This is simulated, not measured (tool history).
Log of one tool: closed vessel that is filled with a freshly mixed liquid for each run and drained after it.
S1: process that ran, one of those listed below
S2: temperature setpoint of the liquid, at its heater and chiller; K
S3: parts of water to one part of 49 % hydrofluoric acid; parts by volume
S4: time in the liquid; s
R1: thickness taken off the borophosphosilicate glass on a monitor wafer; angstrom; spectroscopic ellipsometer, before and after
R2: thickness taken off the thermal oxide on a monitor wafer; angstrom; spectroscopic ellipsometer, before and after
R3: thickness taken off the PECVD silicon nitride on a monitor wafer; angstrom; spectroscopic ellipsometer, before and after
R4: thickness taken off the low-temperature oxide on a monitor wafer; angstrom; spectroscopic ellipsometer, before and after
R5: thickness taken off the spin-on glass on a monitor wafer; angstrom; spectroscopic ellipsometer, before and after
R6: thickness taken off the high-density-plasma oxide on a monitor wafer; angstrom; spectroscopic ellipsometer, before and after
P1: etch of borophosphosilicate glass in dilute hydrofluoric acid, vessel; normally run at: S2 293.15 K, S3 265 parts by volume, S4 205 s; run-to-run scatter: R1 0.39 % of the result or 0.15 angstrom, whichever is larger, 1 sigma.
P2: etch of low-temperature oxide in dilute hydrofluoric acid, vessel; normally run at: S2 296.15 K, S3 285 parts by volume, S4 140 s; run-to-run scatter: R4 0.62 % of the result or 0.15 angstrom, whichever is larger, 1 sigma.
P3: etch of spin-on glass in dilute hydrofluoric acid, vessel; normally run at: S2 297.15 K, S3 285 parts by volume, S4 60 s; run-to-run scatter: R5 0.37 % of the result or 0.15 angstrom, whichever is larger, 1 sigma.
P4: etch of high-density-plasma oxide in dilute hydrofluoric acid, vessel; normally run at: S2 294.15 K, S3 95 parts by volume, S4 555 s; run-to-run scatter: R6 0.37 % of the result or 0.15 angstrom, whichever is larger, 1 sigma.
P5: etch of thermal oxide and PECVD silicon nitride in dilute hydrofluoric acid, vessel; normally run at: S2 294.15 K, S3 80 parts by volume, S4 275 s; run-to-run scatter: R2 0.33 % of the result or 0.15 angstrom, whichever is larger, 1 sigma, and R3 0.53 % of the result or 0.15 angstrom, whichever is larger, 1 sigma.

run,day,S1,S2,S3,S4,R1,R2,R3,R4,R5,R6
1,0.275,P1,293.15,265,205,272.98,,,,,
2,0.488,P5,290.15,80,275,,128.99,67.971,,,
3,0.738,P1,293.15,265,205,271.43,,,,,
4,0.896,P1,293.15,420,205,150.4,,,,,
5,1.154,P2,296.15,285,140,,,,40.968,,
6,1.354,P3,297.15,475,60,,,,,29.941,
7,1.683,P1,301.15,265,205,363.14,,,,,
8,1.929,P4,290.15,95,555,,,,,,332.31
9,2.112,P5,294.15,80,275,,153.2,88.524,,,
10,2.438,P1,296.65,265,40,60.515,,,,,
11,2.8,P3,304.15,285,60,,,,,74.658,
12,3.096,P1,290.15,265,205,243.78,,,,,
13,3.304,P2,296.15,155,140,,,,85.673,,
14,3.496,P2,296.15,285,140,,,,40.971,,
15,3.746,P1,293.15,265,205,273.18,,,,,
16,4.083,P1,293.15,265,355,473.58,,,,,
17,4.25,P3,297.15,285,120,,,,,118.54,
18,4.612,P5,294.15,80,275,,152.36,88.186,,,
19,4.829,P5,294.15,125,275,,92.841,57.468,,,
20,5.158,P3,297.15,285,60,,,,,59.128,
21,5.375,P4,294.15,175,555,,,,,,193.91
22,5.721,P1,299.15,265,30,49.211,,,,,
23,5.892,P4,294.15,95,30,,,,,,21.043
24,6.112,P1,293.15,265,65,86.398,,,,,
25,6.388,P5,294.15,80,410,,226.9,132.35,,,
# day 6.617: hydrofluoric acid flow meter replaced
26,6.733,P1,293.15,265,205,273.09,,,,,
27,7.012,P4,294.15,95,555,,,,,,389.4
28,7.175,P2,304.15,285,140,,,,53.484,,
29,7.417,P1,293.15,150,205,540.29,,,,,
30,7.596,P2,296.15,285,30,,,,8.6016,,
31,7.858,P3,297.15,285,60,,,,,59.101,
32,8.15,P1,299.65,265,300,505.12,,,,,
33,8.375,P1,293.15,265,205,271.47,,,,,
34,8.708,P1,293.15,265,205,268.28,,,,,
35,8.967,P1,293.15,265,205,265.58,,,,,
36,9.179,P1,293.15,265,205,263.22,,,,,
37,9.417,P1,293.15,265,205,260.5,,,,,
38,9.754,P1,293.15,265,205,260.18,,,,,
39,10.042,P1,293.15,265,205,259.2,,,,,
40,10.317,P1,293.15,265,205,259.95,,,,,

Expected results for the next run?
41,10.592,P1,293.15,265,205,?,,,,,

{"run 41": {"R1": 260.01}}
